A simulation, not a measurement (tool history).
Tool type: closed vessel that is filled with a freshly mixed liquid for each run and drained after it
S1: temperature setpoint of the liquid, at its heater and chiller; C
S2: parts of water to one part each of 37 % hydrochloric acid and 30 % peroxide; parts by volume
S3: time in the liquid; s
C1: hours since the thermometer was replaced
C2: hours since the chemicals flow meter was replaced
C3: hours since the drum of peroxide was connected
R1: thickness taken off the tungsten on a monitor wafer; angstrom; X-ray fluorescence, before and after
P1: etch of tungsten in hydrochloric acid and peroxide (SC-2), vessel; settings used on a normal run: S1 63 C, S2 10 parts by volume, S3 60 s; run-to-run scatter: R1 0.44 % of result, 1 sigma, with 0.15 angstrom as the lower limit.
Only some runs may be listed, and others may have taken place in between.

| run | hour | S1 | S2 | S3 | C1 | C2 | C3 | R1 |
|---|---|---|---|---|---|---|---|---|
| 1 | 9.9 | 63 | 10 | 60 | 2035.6 | 628.1 | 735.1 | 463.94 |
| 2 | 19 | 63 | 17.5 | 30 | 2044.7 | 637.2 | 744.2 | 143.39 |
| 3 | 33.6 | 63 | 10 | 30 | 2059.3 | 651.8 | 758.8 | 234.49 |
|  | 39.5 | new drum of peroxide connected |
| 4 | 45.5 | 63 | 10 | 60 | 2071.2 | 663.7 | 6 | 462.37 |
| 5 | 58.6 | 56 | 10 | 110 | 2084.3 | 676.8 | 19.1 | 550.88 |
| 6 | 66.6 | 63 | 17.5 | 60 | 2092.3 | 684.8 | 27.1 | 285.14 |
| 7 | 74.4 | 63 | 10 | 115 | 2100.1 | 692.6 | 34.9 | 895.66 |
|  | 82.1 | chemicals flow meter replaced |
| 8 | 88.7 | 63 | 10 | 60 | 2114.4 | 6.7 | 49.2 | 465.66 |
| 9 | 99.4 | 72 | 10 | 60 | 2125.1 | 17.4 | 59.9 | 798.49 |
| 10 | 107.5 | 63 | 10 | 60 | 2133.2 | 25.5 | 68 | 466.69 |
| 11 | 115.5 | 63 | 10 | 60 | 2141.2 | 33.5 | 76 | 466.86 |
| 12 | 125.7 | 48.5 | 10 | 60 | 2151.4 | 43.7 | 86.2 | 181.97 |
| 13 | 138.7 | 63 | 4 | 60 | 2164.4 | 56.7 | 99.2 | 933.1 |
| 14 | 151.7 | 63 | 4.5 | 85 | 2177.4 | 69.7 | 112.2 | 1225.7 |
| 15 | 158.6 | 63 | 10 | 60 | 2184.3 | 76.6 | 119.1 | 466.42 |
| 16 | 165.5 | 63 | 10 | 60 | 2191.2 | 83.5 | 126 | 456.55 |
| 17 | 178.5 | 63 | 10 | 60 | 2204.2 | 96.5 | 139 | 440.17 |

What will run 18 give?
| 18 | 191.9 | 63 | 10 | 60 | 2217.6 | 109.9 | 152.4 | ? |

R1: 431.36 angstrom
